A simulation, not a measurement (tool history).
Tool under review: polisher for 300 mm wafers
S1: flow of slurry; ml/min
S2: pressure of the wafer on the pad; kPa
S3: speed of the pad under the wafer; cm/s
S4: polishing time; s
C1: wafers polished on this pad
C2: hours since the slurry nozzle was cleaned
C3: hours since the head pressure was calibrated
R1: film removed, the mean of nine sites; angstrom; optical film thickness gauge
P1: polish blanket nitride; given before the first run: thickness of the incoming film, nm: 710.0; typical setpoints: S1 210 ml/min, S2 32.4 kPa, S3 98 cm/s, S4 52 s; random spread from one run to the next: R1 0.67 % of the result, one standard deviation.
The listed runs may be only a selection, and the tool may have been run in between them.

run,day,S1,S2,S3,S4,C1,C2,C3,R1
1,0.329,210,32.4,98,52,232,268.4,129.5,1316.20
2,0.738,130,32.4,98,52,342,278.2,139.3,1216.00
3,1.196,335,32.4,98,52,465,289.2,150.3,1388.40
4,1.517,210,32.4,50,52,551,296.9,158.0,756.18
5,1.842,210,32.4,98,65,638,304.7,165.8,1635.70
6,2.100,210,14.5,98,52,708,310.9,172.0,579.90
7,2.529,210,32.4,98,52,823,321.2,182.3,1287.50
8,3.000,210,49.0,98,52,949,332.5,193.6,1975.00
9,3.288,210,32.4,98,52,1027,339.4,200.5,1310.20
# day 3.525: worn pad replaced by a new one
10,3.562,210,32.4,98,32,10,346.0,207.1,797.53
11,3.833,210,32.4,138,52,83,352.5,213.6,1693.00
12,4.217,210,32.4,98,52,186,361.7,222.8,1318.80

Predict the results of run 13:
13,4.642,210,40.0,130,52,300,371.9,233.0,?

R1: 2017.40 angstrom

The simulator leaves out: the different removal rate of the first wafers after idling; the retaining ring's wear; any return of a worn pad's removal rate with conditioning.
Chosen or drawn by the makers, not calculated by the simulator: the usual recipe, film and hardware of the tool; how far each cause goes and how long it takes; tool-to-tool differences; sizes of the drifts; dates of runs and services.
